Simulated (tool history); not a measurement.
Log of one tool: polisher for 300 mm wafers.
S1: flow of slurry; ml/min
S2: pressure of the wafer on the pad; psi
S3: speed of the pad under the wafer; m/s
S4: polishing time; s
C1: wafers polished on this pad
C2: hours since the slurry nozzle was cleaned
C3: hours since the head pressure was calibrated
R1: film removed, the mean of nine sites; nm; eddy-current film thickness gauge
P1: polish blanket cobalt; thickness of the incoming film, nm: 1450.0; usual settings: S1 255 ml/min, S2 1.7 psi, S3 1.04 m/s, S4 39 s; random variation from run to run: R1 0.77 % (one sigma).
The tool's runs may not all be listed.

{"run": 1, "hour": 14.2, "S1": 255, "S2": 1.7, "S3": 1.04, "S4": 39, "C1": 321, "C2": 232.3, "C3": 919.9, "R1": 171.52}
{"hour": 20.6, "done": "slurry nozzle cleaned"}
{"run": 2, "hour": 27.9, "S1": 255, "S2": 2.4, "S3": 1.04, "S4": 39, "C1": 512, "C2": 7.3, "C3": 933.6, "R1": 237.85}
{"run": 3, "hour": 37.7, "S1": 255, "S2": 1.7, "S3": 0.52, "S4": 39, "C1": 648, "C2": 17.1, "C3": 943.4, "R1": 85.046}
{"run": 4, "hour": 48.1, "S1": 155, "S2": 1.7, "S3": 1.04, "S4": 39, "C1": 793, "C2": 27.5, "C3": 953.8, "R1": 157.15}
{"run": 5, "hour": 60.3, "S1": 255, "S2": 1.7, "S3": 1.04, "S4": 39, "C1": 963, "C2": 39.7, "C3": 966.0, "R1": 169.5}
{"run": 6, "hour": 70.7, "S1": 255, "S2": 1.7, "S3": 1.04, "S4": 39, "C1": 1107, "C2": 50.1, "C3": 976.4, "R1": 170.06}
{"run": 7, "hour": 82.5, "S1": 255, "S2": 1.7, "S3": 1.04, "S4": 39, "C1": 1272, "C2": 61.9, "C3": 988.2, "R1": 168.61}
{"run": 8, "hour": 91.5, "S1": 255, "S2": 1.7, "S3": 1.04, "S4": 61, "C1": 1397, "C2": 70.9, "C3": 997.2, "R1": 265.37}
{"run": 9, "hour": 98.5, "S1": 255, "S2": 1.7, "S3": 1.04, "S4": 39, "C1": 1495, "C2": 77.9, "C3": 1004.2, "R1": 170.31}
{"run": 10, "hour": 105.7, "S1": 255, "S2": 1.7, "S3": 1.28, "S4": 58, "C1": 1595, "C2": 85.1, "C3": 1011.4, "R1": 308.41}
{"run": 11, "hour": 112.9, "S1": 255, "S2": 0.9, "S3": 1.04, "S4": 39, "C1": 1695, "C2": 92.3, "C3": 1018.6, "R1": 89.63}
{"run": 12, "hour": 124.4, "S1": 255, "S2": 1.7, "S3": 1.04, "S4": 22, "C1": 1855, "C2": 103.8, "C3": 1030.1, "R1": 95.521}
{"run": 13, "hour": 131.0, "S1": 255, "S2": 1.7, "S3": 1.04, "S4": 39, "C1": 1947, "C2": 110.4, "C3": 1036.7, "R1": 168.02}
{"run": 14, "hour": 138.8, "S1": 335, "S2": 1.7, "S3": 1.04, "S4": 39, "C1": 2056, "C2": 118.2, "C3": 1044.5, "R1": 175.0}
{"run": 15, "hour": 148.2, "S1": 255, "S2": 1.7, "S3": 1.04, "S4": 39, "C1": 2187, "C2": 127.6, "C3": 1053.9, "R1": 169.12}
{"run": 16, "hour": 161.2, "S1": 255, "S2": 1.7, "S3": 1.54, "S4": 39, "C1": 2368, "C2": 140.6, "C3": 1066.9, "R1": 250.12}
{"run": 17, "hour": 175.6, "S1": 255, "S2": 1.7, "S3": 1.04, "S4": 39, "C1": 2568, "C2": 155.0, "C3": 1081.3, "R1": 169.15}
{"run": 18, "hour": 185.3, "S1": 255, "S2": 1.7, "S3": 1.04, "S4": 39, "C1": 2703, "C2": 164.7, "C3": 1091.0, "R1": 168.05}
{"run": 19, "hour": 192.1, "S1": 255, "S2": 1.7, "S3": 1.04, "S4": 39, "C1": 2798, "C2": 171.5, "C3": 1097.8, "R1": 168.05}
{"run": 20, "hour": 201.9, "S1": 255, "S2": 1.7, "S3": 1.04, "S4": 39, "C1": 2934, "C2": 181.3, "C3": 1107.6, "R1": 164.19}
{"run": 21, "hour": 214.5, "S1": 255, "S2": 1.7, "S3": 1.04, "S4": 39, "C1": 3110, "C2": 193.9, "C3": 1120.2, "R1": 161.58}
{"hour": 225.2, "done": "worn pad replaced by a new one"}
{"run": 22, "hour": 229.1, "S1": 255, "S2": 1.7, "S3": 1.04, "S4": 39, "C1": 54, "C2": 208.5, "C3": 1134.8, "R1": 163.5}
{"run": 23, "hour": 237.1, "S1": 255, "S2": 1.7, "S3": 1.04, "S4": 39, "C1": 165, "C2": 216.5, "C3": 1142.8, "R1": 163.87}
{"run": 24, "hour": 243.7, "S1": 255, "S2": 1.7, "S3": 1.04, "S4": 39, "C1": 257, "C2": 223.1, "C3": 1149.4, "R1": 161.75}
{"run": 25, "hour": 253.6, "S1": 255, "S2": 1.7, "S3": 1.04, "S4": 39, "C1": 395, "C2": 233.0, "C3": 1159.3, "R1": 162.67}
{"run": 26, "hour": 260.2, "S1": 255, "S2": 1.7, "S3": 1.04, "S4": 39, "C1": 487, "C2": 239.6, "C3": 1165.9, "R1": 161.56}
{"run": 27, "hour": 269.5, "S1": 255, "S2": 1.7, "S3": 1.04, "S4": 39, "C1": 616, "C2": 248.9, "C3": 1175.2, "R1": 164.1}
{"run": 28, "hour": 283.9, "S1": 255, "S2": 1.7, "S3": 1.04, "S4": 39, "C1": 817, "C2": 263.3, "C3": 1189.6, "R1": 161.67}

What P1 gives has crept away from where it was. These 2 causes fit the log equally well, each at the size given:
A: slurry flow missing at the pad, % = 30
B: head's pressure below its setpoint, % = 4.35
The creep began at about hour 175.6.
Why every other cause is out:
removal rate lost through wear of the pad, %: serviced at hour 225.2, which brought nothing back

4 check runs are offered, each on 5 wafers whose results are averaged, their results left as question marks. Which one tells the causes apart?
{"run": "check 1", "hour": 298.3, "S1": 255, "S2": 2.1, "S3": 1.04, "S4": 61, "R1": "?"}
{"run": "check 2", "hour": 298.3, "S1": 255, "S2": 1.7, "S3": 0.56, "S4": 39, "R1": "?"}
{"run": "check 3", "hour": 298.3, "S1": 155, "S2": 1.7, "S3": 1.04, "S4": 39, "R1": "?"}
{"run": "check 4", "hour": 298.3, "S1": 255, "S2": 1.7, "S3": 1.42, "S4": 58, "R1": "?"}

What each check would give under each cause:
check=check_1 result=R1 if_A=313.070 if_B=313.050
check=check_2 result=R1 if_A=87.250 if_B=87.243
check=check_3 result=R1 if_A=147.700 if_B=151.600
check=check_4 result=R1 if_A=329.020 if_B=329.000
How far apart the two closest causes lie, in the result that separates them most: check 1 0.01 %; check 2 0.01 %; check 3 2.6 %; check 4 0.01 %
Check 3 tells the causes apart: in the others they would give nearly the same result.

Then check 3 was run and gave: R1 147.270 nm. Which cause is it?

It is A: slurry flow missing at the pad, %.
